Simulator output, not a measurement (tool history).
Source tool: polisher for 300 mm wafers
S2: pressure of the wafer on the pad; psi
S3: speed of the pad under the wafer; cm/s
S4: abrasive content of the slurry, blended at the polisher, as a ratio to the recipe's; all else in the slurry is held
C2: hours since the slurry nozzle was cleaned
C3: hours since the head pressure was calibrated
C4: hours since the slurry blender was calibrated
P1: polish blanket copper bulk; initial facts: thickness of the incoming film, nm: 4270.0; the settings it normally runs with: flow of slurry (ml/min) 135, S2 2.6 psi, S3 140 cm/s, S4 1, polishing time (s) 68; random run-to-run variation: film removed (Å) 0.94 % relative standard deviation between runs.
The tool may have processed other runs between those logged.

{"run": 1, "hour": 9.2, "flow of slurry (ml/min)": 135, "S2": 2.6, "S3": 140, "S4": 1, "polishing time (s)": 68, "wafers polished on this pad": 834, "C2": 708.2, "C3": 149.5, "C4": 124.7, "film removed (Å)": 8108.5}
{"run": 2, "hour": 16.6, "flow of slurry (ml/min)": 135, "S2": 2.6, "S3": 140, "S4": 1, "polishing time (s)": 68, "wafers polished on this pad": 907, "C2": 715.6, "C3": 156.9, "C4": 132.1, "film removed (Å)": 7887.6}
{"run": 3, "hour": 28.3, "flow of slurry (ml/min)": 175, "S2": 2.6, "S3": 172, "S4": 1, "polishing time (s)": 68, "wafers polished on this pad": 1022, "C2": 727.3, "C3": 168.6, "C4": 143.8, "film removed (Å)": 10159}
{"run": 4, "hour": 37.2, "flow of slurry (ml/min)": 135, "S2": 3.7, "S3": 80, "S4": 1, "polishing time (s)": 68, "wafers polished on this pad": 1109, "C2": 736.2, "C3": 177.5, "C4": 152.7, "film removed (Å)": 6421.1}
{"run": 5, "hour": 43.4, "flow of slurry (ml/min)": 175, "S2": 2.6, "S3": 140, "S4": 1, "polishing time (s)": 68, "wafers polished on this pad": 1170, "C2": 742.4, "C3": 183.7, "C4": 158.9, "film removed (Å)": 8280.5}
{"run": 6, "hour": 51.6, "flow of slurry (ml/min)": 135, "S2": 2.6, "S3": 140, "S4": 1, "polishing time (s)": 68, "wafers polished on this pad": 1251, "C2": 750.6, "C3": 191.9, "C4": 167.1, "film removed (Å)": 8122.5}
{"run": 7, "hour": 59.8, "flow of slurry (ml/min)": 135, "S2": 2.6, "S3": 140, "S4": 1.25, "polishing time (s)": 68, "wafers polished on this pad": 1331, "C2": 758.8, "C3": 200.1, "C4": 175.3, "film removed (Å)": 8429.5}
{"run": 8, "hour": 68.7, "flow of slurry (ml/min)": 135, "S2": 2.6, "S3": 140, "S4": 0.65, "polishing time (s)": 68, "wafers polished on this pad": 1419, "C2": 767.7, "C3": 209, "C4": 184.2, "film removed (Å)": 7385.6}
{"run": 9, "hour": 80.4, "flow of slurry (ml/min)": 135, "S2": 2.6, "S3": 140, "S4": 1, "polishing time (s)": 49, "wafers polished on this pad": 1534, "C2": 779.4, "C3": 220.7, "C4": 195.9, "film removed (Å)": 5866.8}
{"run": 10, "hour": 91.2, "flow of slurry (ml/min)": 135, "S2": 3.3, "S3": 140, "S4": 1, "polishing time (s)": 68, "wafers polished on this pad": 1640, "C2": 790.2, "C3": 231.5, "C4": 206.7, "film removed (Å)": 10110}
{"run": 11, "hour": 101.3, "flow of slurry (ml/min)": 135, "S2": 2.6, "S3": 196, "S4": 1, "polishing time (s)": 68, "wafers polished on this pad": 1739, "C2": 800.3, "C3": 241.6, "C4": 216.8, "film removed (Å)": 11459}
{"run": 12, "hour": 111.1, "flow of slurry (ml/min)": 135, "S2": 2.6, "S3": 140, "S4": 1, "polishing time (s)": 68, "wafers polished on this pad": 1835, "C2": 810.1, "C3": 251.4, "C4": 226.6, "film removed (Å)": 7948.2}
{"run": 13, "hour": 120.2, "flow of slurry (ml/min)": 135, "S2": 1.9, "S3": 140, "S4": 1, "polishing time (s)": 68, "wafers polished on this pad": 1924, "C2": 819.2, "C3": 260.5, "C4": 235.7, "film removed (Å)": 5827.5}
{"run": 14, "hour": 125.5, "flow of slurry (ml/min)": 135, "S2": 2.6, "S3": 70, "S4": 1, "polishing time (s)": 68, "wafers polished on this pad": 1976, "C2": 824.5, "C3": 265.8, "C4": 241, "film removed (Å)": 4019.4}
{"run": 15, "hour": 131.2, "flow of slurry (ml/min)": 135, "S2": 2.6, "S3": 140, "S4": 1, "polishing time (s)": 68, "wafers polished on this pad": 2032, "C2": 830.2, "C3": 271.5, "C4": 246.7, "film removed (Å)": 7985.9}
{"run": 16, "hour": 137.0, "flow of slurry (ml/min)": 135, "S2": 2.6, "S3": 140, "S4": 1, "polishing time (s)": 68, "wafers polished on this pad": 2089, "C2": 836, "C3": 277.3, "C4": 252.5, "film removed (Å)": 8103.8}
{"run": 17, "hour": 146.5, "flow of slurry (ml/min)": 135, "S2": 2.6, "S3": 140, "S4": 1, "polishing time (s)": 104, "wafers polished on this pad": 2183, "C2": 845.5, "C3": 286.8, "C4": 262, "film removed (Å)": 12192}
{"run": 18, "hour": 156.1, "flow of slurry (ml/min)": 80, "S2": 2.6, "S3": 140, "S4": 1, "polishing time (s)": 68, "wafers polished on this pad": 2277, "C2": 855.1, "C3": 296.4, "C4": 271.6, "film removed (Å)": 7103}
{"run": 19, "hour": 166.4, "flow of slurry (ml/min)": 135, "S2": 2.6, "S3": 140, "S4": 1, "polishing time (s)": 68, "wafers polished on this pad": 2378, "C2": 865.4, "C3": 306.7, "C4": 281.9, "film removed (Å)": 7913.7}
{"run": 20, "hour": 174.1, "flow of slurry (ml/min)": 135, "S2": 2.6, "S3": 140, "S4": 1, "polishing time (s)": 68, "wafers polished on this pad": 2454, "C2": 873.1, "C3": 314.4, "C4": 289.6, "film removed (Å)": 7907.1}
{"run": 21, "hour": 183.6, "flow of slurry (ml/min)": 135, "S2": 2.6, "S3": 140, "S4": 1, "polishing time (s)": 68, "wafers polished on this pad": 2547, "C2": 882.6, "C3": 323.9, "C4": 299.1, "film removed (Å)": 7678.3}
{"run": 22, "hour": 191.6, "flow of slurry (ml/min)": 135, "S2": 2.6, "S3": 140, "S4": 1, "polishing time (s)": 68, "wafers polished on this pad": 2625, "C2": 890.6, "C3": 331.9, "C4": 307.1, "film removed (Å)": 7493}

Run 23 has not been measured yet. What should we expect?
{"hour": 193.6, "done": "slurry blender recalibrated"}
{"run": 23, "hour": 197.3, "flow of slurry (ml/min)": 135, "S2": 2.6, "S3": 140, "S4": 1, "polishing time (s)": 68, "wafers polished on this pad": 2681, "C2": 896.3, "C3": 337.6, "C4": 3.8, "film removed (Å)": "?"}

{"run 23": {"film removed (Å)": 7330.7}}
